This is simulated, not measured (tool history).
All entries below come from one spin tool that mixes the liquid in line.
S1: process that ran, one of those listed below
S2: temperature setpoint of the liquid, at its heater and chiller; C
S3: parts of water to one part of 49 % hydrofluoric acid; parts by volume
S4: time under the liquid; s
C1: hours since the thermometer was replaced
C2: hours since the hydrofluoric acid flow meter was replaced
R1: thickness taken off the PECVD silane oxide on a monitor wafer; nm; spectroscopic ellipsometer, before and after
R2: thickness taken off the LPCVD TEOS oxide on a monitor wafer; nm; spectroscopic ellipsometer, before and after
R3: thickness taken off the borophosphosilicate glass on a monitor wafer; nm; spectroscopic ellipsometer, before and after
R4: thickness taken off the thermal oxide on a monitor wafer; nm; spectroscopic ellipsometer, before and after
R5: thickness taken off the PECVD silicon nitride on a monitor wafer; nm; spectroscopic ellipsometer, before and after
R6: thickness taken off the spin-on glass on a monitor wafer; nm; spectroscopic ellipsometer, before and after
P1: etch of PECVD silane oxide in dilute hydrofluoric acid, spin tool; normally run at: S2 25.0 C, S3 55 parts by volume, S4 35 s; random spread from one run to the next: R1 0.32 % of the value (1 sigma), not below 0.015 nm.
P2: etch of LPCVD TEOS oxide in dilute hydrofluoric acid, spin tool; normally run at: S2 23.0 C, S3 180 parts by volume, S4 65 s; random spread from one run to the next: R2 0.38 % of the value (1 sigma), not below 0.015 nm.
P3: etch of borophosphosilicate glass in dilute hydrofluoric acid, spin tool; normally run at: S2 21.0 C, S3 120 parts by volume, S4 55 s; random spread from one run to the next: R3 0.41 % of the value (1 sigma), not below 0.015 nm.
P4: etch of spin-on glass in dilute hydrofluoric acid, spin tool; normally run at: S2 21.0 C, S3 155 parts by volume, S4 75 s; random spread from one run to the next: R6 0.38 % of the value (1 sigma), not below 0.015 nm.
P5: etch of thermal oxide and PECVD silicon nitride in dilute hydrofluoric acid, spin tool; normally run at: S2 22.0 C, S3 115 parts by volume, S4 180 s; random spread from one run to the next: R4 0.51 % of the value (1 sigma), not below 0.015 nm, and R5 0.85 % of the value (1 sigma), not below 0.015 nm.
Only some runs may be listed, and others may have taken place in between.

{"run": 1, "hour": 3.8, "S1": "P1", "S2": 25.0, "S3": 55, "S4": 35, "C1": 1221.1, "C2": 217.1, "R1": 18.063}
{"run": 2, "hour": 6.5, "S1": "P2", "S2": 23.0, "S3": 180, "S4": 65, "C1": 1223.8, "C2": 219.8, "R2": 7.3936}
{"run": 3, "hour": 9.0, "S1": "P3", "S2": 21.0, "S3": 120, "S4": 55, "C1": 1226.3, "C2": 222.3, "R3": 20.171}
{"run": 4, "hour": 11.1, "S1": "P1", "S2": 25.0, "S3": 55, "S4": 35, "C1": 1228.4, "C2": 224.4, "R1": 18.082}
{"run": 5, "hour": 14.4, "S1": "P1", "S2": 25.0, "S3": 55, "S4": 35, "C1": 1231.7, "C2": 227.7, "R1": 17.997}
{"run": 6, "hour": 18.7, "S1": "P1", "S2": 25.0, "S3": 20, "S4": 35, "C1": 1236.0, "C2": 232.0, "R1": 52.23}
{"run": 7, "hour": 23.0, "S1": "P1", "S2": 28.5, "S3": 55, "S4": 15, "C1": 1240.3, "C2": 236.3, "R1": 8.8428}
{"run": 8, "hour": 25.8, "S1": "P5", "S2": 22.0, "S3": 115, "S4": 355, "C1": 1243.1, "C2": 239.1, "R4": 13.688, "R5": 5.3877}
{"run": 9, "hour": 27.7, "S1": "P1", "S2": 25.0, "S3": 55, "S4": 15, "C1": 1245.0, "C2": 241.0, "R1": 7.7285}
{"run": 10, "hour": 31.9, "S1": "P4", "S2": 28.5, "S3": 155, "S4": 75, "C1": 1249.2, "C2": 245.2, "R6": 14.79}
{"run": 11, "hour": 34.4, "S1": "P2", "S2": 17.0, "S3": 180, "S4": 65, "C1": 1251.7, "C2": 247.7, "R2": 5.871}
{"run": 12, "hour": 38.1, "S1": "P3", "S2": 26.0, "S3": 120, "S4": 55, "C1": 1255.4, "C2": 251.4, "R3": 24.394}
{"run": 13, "hour": 42.4, "S1": "P1", "S2": 25.0, "S3": 55, "S4": 35, "C1": 1259.7, "C2": 255.7, "R1": 17.993}
{"run": 14, "hour": 44.3, "S1": "P1", "S2": 25.0, "S3": 55, "S4": 35, "C1": 1261.6, "C2": 257.6, "R1": 17.936}
{"run": 15, "hour": 47.3, "S1": "P1", "S2": 21.0, "S3": 55, "S4": 20, "C1": 1264.6, "C2": 260.6, "R1": 8.7318}
{"run": 16, "hour": 51.0, "S1": "P1", "S2": 25.0, "S3": 55, "S4": 35, "C1": 1268.3, "C2": 264.3, "R1": 18.092}
{"run": 17, "hour": 52.9, "S1": "P2", "S2": 23.0, "S3": 180, "S4": 95, "C1": 1270.2, "C2": 266.2, "R2": 10.796}
{"run": 18, "hour": 56.2, "S1": "P4", "S2": 21.0, "S3": 155, "S4": 75, "C1": 1273.5, "C2": 269.5, "R6": 11.17}
{"run": 19, "hour": 58.9, "S1": "P3", "S2": 21.0, "S3": 55, "S4": 55, "C1": 1276.2, "C2": 272.2, "R3": 47.612}
{"run": 20, "hour": 60.9, "S1": "P2", "S2": 23.0, "S3": 60, "S4": 65, "C1": 1278.2, "C2": 274.2, "R2": 25.812}
{"run": 21, "hour": 64.1, "S1": "P5", "S2": 29.0, "S3": 115, "S4": 180, "C1": 1281.4, "C2": 277.4, "R4": 9.2089, "R5": 4.2886}
{"run": 22, "hour": 68.1, "S1": "P1", "S2": 30.5, "S3": 55, "S4": 60, "C1": 1285.4, "C2": 281.4, "R1": 38.269}
{"run": 23, "hour": 71.8, "S1": "P1", "S2": 25.0, "S3": 80, "S4": 35, "C1": 1289.1, "C2": 285.1, "R1": 12.072}
{"run": 24, "hour": 75.5, "S1": "P1", "S2": 25.0, "S3": 55, "S4": 65, "C1": 1292.8, "C2": 288.8, "R1": 33.554}
{"run": 25, "hour": 78.8, "S1": "P3", "S2": 21.0, "S3": 120, "S4": 15, "C1": 1296.1, "C2": 292.1, "R3": 5.5052}
{"run": 26, "hour": 82.7, "S1": "P5", "S2": 22.0, "S3": 205, "S4": 180, "C1": 1300.0, "C2": 296.0, "R4": 3.5567, "R5": 1.5445}
{"run": 27, "hour": 84.9, "S1": "P4", "S2": 21.0, "S3": 80, "S4": 75, "C1": 1302.2, "C2": 298.2, "R6": 23.415}
{"run": 28, "hour": 87.2, "S1": "P4", "S2": 21.0, "S3": 155, "S4": 15, "C1": 1304.5, "C2": 300.5, "R6": 2.1999}
{"run": 29, "hour": 90.4, "S1": "P1", "S2": 18.0, "S3": 55, "S4": 35, "C1": 1307.7, "C2": 303.7, "R1": 13.531}
{"run": 30, "hour": 93.2, "S1": "P4", "S2": 21.0, "S3": 155, "S4": 75, "C1": 1310.5, "C2": 306.5, "R6": 11.159}
{"run": 31, "hour": 97.3, "S1": "P1", "S2": 25.0, "S3": 55, "S4": 35, "C1": 1314.6, "C2": 310.6, "R1": 18.02}
{"run": 32, "hour": 100.1, "S1": "P5", "S2": 22.0, "S3": 115, "S4": 180, "C1": 1317.4, "C2": 313.4, "R4": 6.9728, "R5": 2.7973}
{"run": 33, "hour": 102.6, "S1": "P1", "S2": 30.0, "S3": 55, "S4": 35, "C1": 1319.9, "C2": 315.9, "R1": 21.872}
{"run": 34, "hour": 105.9, "S1": "P1", "S2": 25.0, "S3": 55, "S4": 35, "C1": 1323.2, "C2": 319.2, "R1": 18.096}
{"run": 35, "hour": 110.1, "S1": "P1", "S2": 25.0, "S3": 55, "S4": 35, "C1": 1327.4, "C2": 323.4, "R1": 17.528}
{"run": 36, "hour": 113.3, "S1": "P1", "S2": 25.0, "S3": 55, "S4": 35, "C1": 1330.6, "C2": 326.6, "R1": 17.341}
{"run": 37, "hour": 117.6, "S1": "P1", "S2": 25.0, "S3": 55, "S4": 35, "C1": 1334.9, "C2": 330.9, "R1": 17.128}
{"run": 38, "hour": 119.7, "S1": "P1", "S2": 25.0, "S3": 55, "S4": 35, "C1": 1337.0, "C2": 333.0, "R1": 17.108}
{"run": 39, "hour": 123.9, "S1": "P1", "S2": 25.0, "S3": 55, "S4": 35, "C1": 1341.2, "C2": 337.2, "R1": 17.026}
{"run": 40, "hour": 127.6, "S1": "P1", "S2": 25.0, "S3": 55, "S4": 35, "C1": 1344.9, "C2": 340.9, "R1": 16.987}
{"run": 41, "hour": 131.6, "S1": "P1", "S2": 25.0, "S3": 55, "S4": 35, "C1": 1348.9, "C2": 344.9, "R1": 16.845}
{"run": 42, "hour": 134.0, "S1": "P1", "S2": 25.0, "S3": 55, "S4": 35, "C1": 1351.3, "C2": 347.3, "R1": 16.768}
{"run": 43, "hour": 137.9, "S1": "P1", "S2": 25.0, "S3": 55, "S4": 35, "C1": 1355.2, "C2": 351.2, "R1": 16.747}
{"run": 44, "hour": 142.0, "S1": "P1", "S2": 25.0, "S3": 55, "S4": 35, "C1": 1359.3, "C2": 355.3, "R1": 16.817}
{"run": 45, "hour": 144.7, "S1": "P1", "S2": 25.0, "S3": 55, "S4": 35, "C1": 1362.0, "C2": 358.0, "R1": 16.779}

What P1 gives has crept off from where it sat before. The 2 causes that follow fit the log equally well, each at the size noted:
A: liquid colder than its thermometer reads (K) = 1.71
B: hydrofluoric acid flow below the setpoint (%) = 6.3
At approximately hour 105.9, the process output began to creep.

Of the 4 check runs below, each run on 3 wafers with the results averaged and each result still a question mark, which one would tell the listed causes apart?
{"run": "check 1", "hour": 147.4, "S1": "P2", "S2": 19.5, "S3": 70, "S4": 65, "R2": "?"}
{"run": "check 2", "hour": 147.4, "S1": "P5", "S2": 22.0, "S3": 160, "S4": 300, "R4": "?", "R5": "?"}
{"run": "check 3", "hour": 147.4, "S1": "P4", "S2": 21.0, "S3": 95, "S4": 75, "R6": "?"}
{"run": "check 4", "hour": 147.4, "S1": "P3", "S2": 21.0, "S3": 55, "S4": 55, "R3": "?"}

How each check would come out, cause by cause:
check=check_1 result=R2 if_A=17.4050 if_B=17.4380
check=check_2 result=R4 if_A=7.4653 if_B=7.3929
check=check_2 result=R5 if_A=2.9588 if_B=3.1068
check=check_3 result=R6 if_A=18.1300 if_B=18.0930
check=check_4 result=R3 if_A=44.2540 if_B=44.3730
Per check, the gap between the least separated pair of causes, taken in the result that splits them most: check 1 0.19 %; check 2 4.88 %; check 3 0.21 %; check 4 0.27 %
Check 2 is the one run that separates the causes; every other check would come out nearly the same whichever cause is at work.

Check 2 was carried out, with these results: R4 7.4126 nm; R5 3.1078 nm. Which of the listed causes is responsible?

B is the cause: hydrofluoric acid flow below the setpoint (%).
